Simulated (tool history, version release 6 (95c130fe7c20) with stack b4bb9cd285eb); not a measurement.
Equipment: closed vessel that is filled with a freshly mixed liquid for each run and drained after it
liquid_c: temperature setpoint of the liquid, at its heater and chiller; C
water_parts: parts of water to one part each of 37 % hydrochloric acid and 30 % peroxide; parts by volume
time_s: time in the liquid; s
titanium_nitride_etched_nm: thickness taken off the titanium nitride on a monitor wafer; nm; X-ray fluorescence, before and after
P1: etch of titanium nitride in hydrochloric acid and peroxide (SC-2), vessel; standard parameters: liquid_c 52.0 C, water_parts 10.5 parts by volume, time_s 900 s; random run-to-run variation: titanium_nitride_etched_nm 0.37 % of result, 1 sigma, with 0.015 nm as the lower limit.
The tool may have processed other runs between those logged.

| run | hour | liquid_c | water_parts | time_s | hours since the thermometer was replaced | hours since the chemicals flow meter was replaced | hours since the drum of peroxide was connected | titanium_nitride_etched_nm |
|---|---|---|---|---|---|---|---|---|
| 1 | 6.3 | 52.0 | 10.5 | 900 | 669.7 | 276.4 | 274.7 | 25.17300 |
| 2 | 12.6 | 41.0 | 10.5 | 1380 | 676.0 | 282.7 | 281.0 | 18.26600 |
| 3 | 16.3 | 52.0 | 10.5 | 900 | 679.7 | 286.4 | 284.7 | 25.09500 |
| 4 | 21.7 | 52.0 | 18.5 | 900 | 685.1 | 291.8 | 290.1 | 15.31700 |
| 5 | 27.0 | 52.0 | 10.5 | 900 | 690.4 | 297.1 | 295.4 | 25.27300 |
| 6 | 34.1 | 52.0 | 10.5 | 1680 | 697.5 | 304.2 | 302.5 | 46.75800 |
| 7 | 40.7 | 62.5 | 10.5 | 900 | 704.1 | 310.8 | 309.1 | 49.37300 |
| 8 | 46.8 | 52.0 | 10.5 | 30 | 710.2 | 316.9 | 315.2 | 0.84417 |
| 9 | 54.8 | 52.0 | 10.5 | 900 | 718.2 | 324.9 | 323.2 | 25.06400 |
|  | 55.3 | new drum of peroxide connected |
| 10 | 58.6 | 52.0 | 10.5 | 900 | 722.0 | 328.7 | 3.3 | 25.09900 |
| 11 | 62.2 | 52.0 | 4.0 | 900 | 725.6 | 332.3 | 6.9 | 52.62400 |
| 12 | 66.4 | 52.0 | 10.5 | 900 | 729.8 | 336.5 | 11.1 | 25.25900 |

Run 13, settings as shown, results not yet in. Your forecast:
| 13 | 74.4 | 36.5 | 14.0 | 900 | 737.8 | 344.5 | 19.1 | ? |

titanium_nitride_etched_nm: 6.76840 nm
